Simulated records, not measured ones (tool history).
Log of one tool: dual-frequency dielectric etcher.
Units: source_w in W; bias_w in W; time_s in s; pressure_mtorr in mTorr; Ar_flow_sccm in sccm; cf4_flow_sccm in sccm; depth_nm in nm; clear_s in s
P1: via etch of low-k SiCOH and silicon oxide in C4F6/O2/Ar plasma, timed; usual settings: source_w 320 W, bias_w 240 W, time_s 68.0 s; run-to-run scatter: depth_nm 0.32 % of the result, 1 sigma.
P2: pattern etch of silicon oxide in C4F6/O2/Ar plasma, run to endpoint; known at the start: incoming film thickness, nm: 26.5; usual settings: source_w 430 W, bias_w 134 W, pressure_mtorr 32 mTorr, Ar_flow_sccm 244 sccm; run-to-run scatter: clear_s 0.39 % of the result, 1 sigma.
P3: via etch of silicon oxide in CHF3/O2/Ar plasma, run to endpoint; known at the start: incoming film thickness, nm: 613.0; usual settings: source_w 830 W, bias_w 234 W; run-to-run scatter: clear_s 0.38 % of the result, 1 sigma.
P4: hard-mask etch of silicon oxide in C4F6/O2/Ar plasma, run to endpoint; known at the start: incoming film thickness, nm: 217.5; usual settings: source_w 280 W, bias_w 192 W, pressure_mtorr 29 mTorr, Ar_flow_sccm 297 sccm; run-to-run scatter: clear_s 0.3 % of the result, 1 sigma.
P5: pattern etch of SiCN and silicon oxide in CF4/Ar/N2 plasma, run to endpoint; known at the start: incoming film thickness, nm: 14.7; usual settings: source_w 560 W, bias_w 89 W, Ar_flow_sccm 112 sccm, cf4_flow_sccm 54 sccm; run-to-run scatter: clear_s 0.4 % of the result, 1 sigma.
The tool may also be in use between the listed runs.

{"run": 1, "hour": 9.3, "process": "P1", "source_w": 320, "bias_w": 240, "time_s": 68.0, "depth_nm": 180.12}
{"run": 2, "hour": 22.2, "process": "P2", "source_w": 430, "bias_w": 134, "pressure_mtorr": 32, "Ar_flow_sccm": 244, "clear_s": 8.7596}
{"run": 3, "hour": 35.3, "process": "P4", "source_w": 280, "bias_w": 192, "pressure_mtorr": 29, "Ar_flow_sccm": 391, "clear_s": 78.005}
{"run": 4, "hour": 42.7, "process": "P1", "source_w": 320, "bias_w": 240, "time_s": 41.5, "depth_nm": 109.95}
{"run": 5, "hour": 54.9, "process": "P1", "source_w": 320, "bias_w": 292, "time_s": 68.0, "depth_nm": 192.51}
{"run": 6, "hour": 61.4, "process": "P3", "source_w": 830, "bias_w": 234, "clear_s": 246.68}
{"run": 7, "hour": 70.3, "process": "P3", "source_w": 830, "bias_w": 234, "clear_s": 248.36}
{"run": 8, "hour": 83.7, "process": "P4", "source_w": 280, "bias_w": 192, "pressure_mtorr": 37, "Ar_flow_sccm": 297, "clear_s": 77.747}
{"run": 9, "hour": 93.4, "process": "P4", "source_w": 280, "bias_w": 192, "pressure_mtorr": 29, "Ar_flow_sccm": 297, "clear_s": 75.786}
{"run": 10, "hour": 107.7, "process": "P1", "source_w": 320, "bias_w": 170, "time_s": 68.0, "depth_nm": 160.99}
{"run": 11, "hour": 117.9, "process": "P3", "source_w": 500, "bias_w": 234, "clear_s": 300.59}
{"run": 12, "hour": 126.9, "process": "P1", "source_w": 320, "bias_w": 240, "time_s": 68.0, "depth_nm": 180.32}
{"run": 13, "hour": 133.2, "process": "P2", "source_w": 430, "bias_w": 134, "pressure_mtorr": 32, "Ar_flow_sccm": 175, "clear_s": 8.4347}
{"run": 14, "hour": 143.3, "process": "P1", "source_w": 320, "bias_w": 240, "time_s": 68.0, "depth_nm": 180.82}
{"run": 15, "hour": 156.1, "process": "P1", "source_w": 320, "bias_w": 240, "time_s": 86.0, "depth_nm": 228.65}
{"run": 16, "hour": 170.1, "process": "P1", "source_w": 320, "bias_w": 240, "time_s": 68.0, "depth_nm": 180.65}
{"run": 17, "hour": 181.2, "process": "P4", "source_w": 180, "bias_w": 192, "pressure_mtorr": 29, "Ar_flow_sccm": 297, "clear_s": 89.525}
{"run": 18, "hour": 194.1, "process": "P2", "source_w": 430, "bias_w": 191, "pressure_mtorr": 32, "Ar_flow_sccm": 244, "clear_s": 7.8059}
{"run": 19, "hour": 202.8, "process": "P1", "source_w": 450, "bias_w": 240, "time_s": 68.0, "depth_nm": 204.71}
{"run": 20, "hour": 211.4, "process": "P1", "source_w": 230, "bias_w": 240, "time_s": 68.0, "depth_nm": 159.66}
{"run": 21, "hour": 224.0, "process": "P4", "source_w": 280, "bias_w": 192, "pressure_mtorr": 29, "Ar_flow_sccm": 297, "clear_s": 75.754}
{"run": 22, "hour": 232.2, "process": "P5", "source_w": 560, "bias_w": 55, "Ar_flow_sccm": 112, "cf4_flow_sccm": 54, "clear_s": 16.531}
{"run": 23, "hour": 241.1, "process": "P5", "source_w": 560, "bias_w": 89, "Ar_flow_sccm": 112, "cf4_flow_sccm": 76, "clear_s": 13.186}
{"run": 24, "hour": 252.3, "process": "P5", "source_w": 560, "bias_w": 89, "Ar_flow_sccm": 89, "cf4_flow_sccm": 54, "clear_s": 13.527}
{"run": 25, "hour": 264.7, "process": "P5", "source_w": 560, "bias_w": 89, "Ar_flow_sccm": 112, "cf4_flow_sccm": 54, "clear_s": 13.963}
{"run": 26, "hour": 278.4, "process": "P1", "source_w": 320, "bias_w": 240, "time_s": 68.0, "depth_nm": 179.68}
{"run": 27, "hour": 289.9, "process": "P1", "source_w": 250, "bias_w": 240, "time_s": 96.5, "depth_nm": 232.78}
{"run": 28, "hour": 302.7, "process": "P1", "source_w": 320, "bias_w": 331, "time_s": 89.0, "depth_nm": 263.76}
{"run": 29, "hour": 309.2, "process": "P1", "source_w": 320, "bias_w": 240, "time_s": 68.0, "depth_nm": 180.08}
{"run": 30, "hour": 319.4, "process": "P5", "source_w": 450, "bias_w": 89, "Ar_flow_sccm": 112, "cf4_flow_sccm": 54, "clear_s": 16.919}
{"run": 31, "hour": 328.9, "process": "P5", "source_w": 560, "bias_w": 89, "Ar_flow_sccm": 112, "cf4_flow_sccm": 54, "clear_s": 14.09}

The next listed run, before its measurement:
{"run": 32, "hour": 342.0, "process": "P1", "source_w": 320, "bias_w": 285, "time_s": 37.5, "depth_nm": "?"}

{"run 32": {"depth_nm": 105.19}}
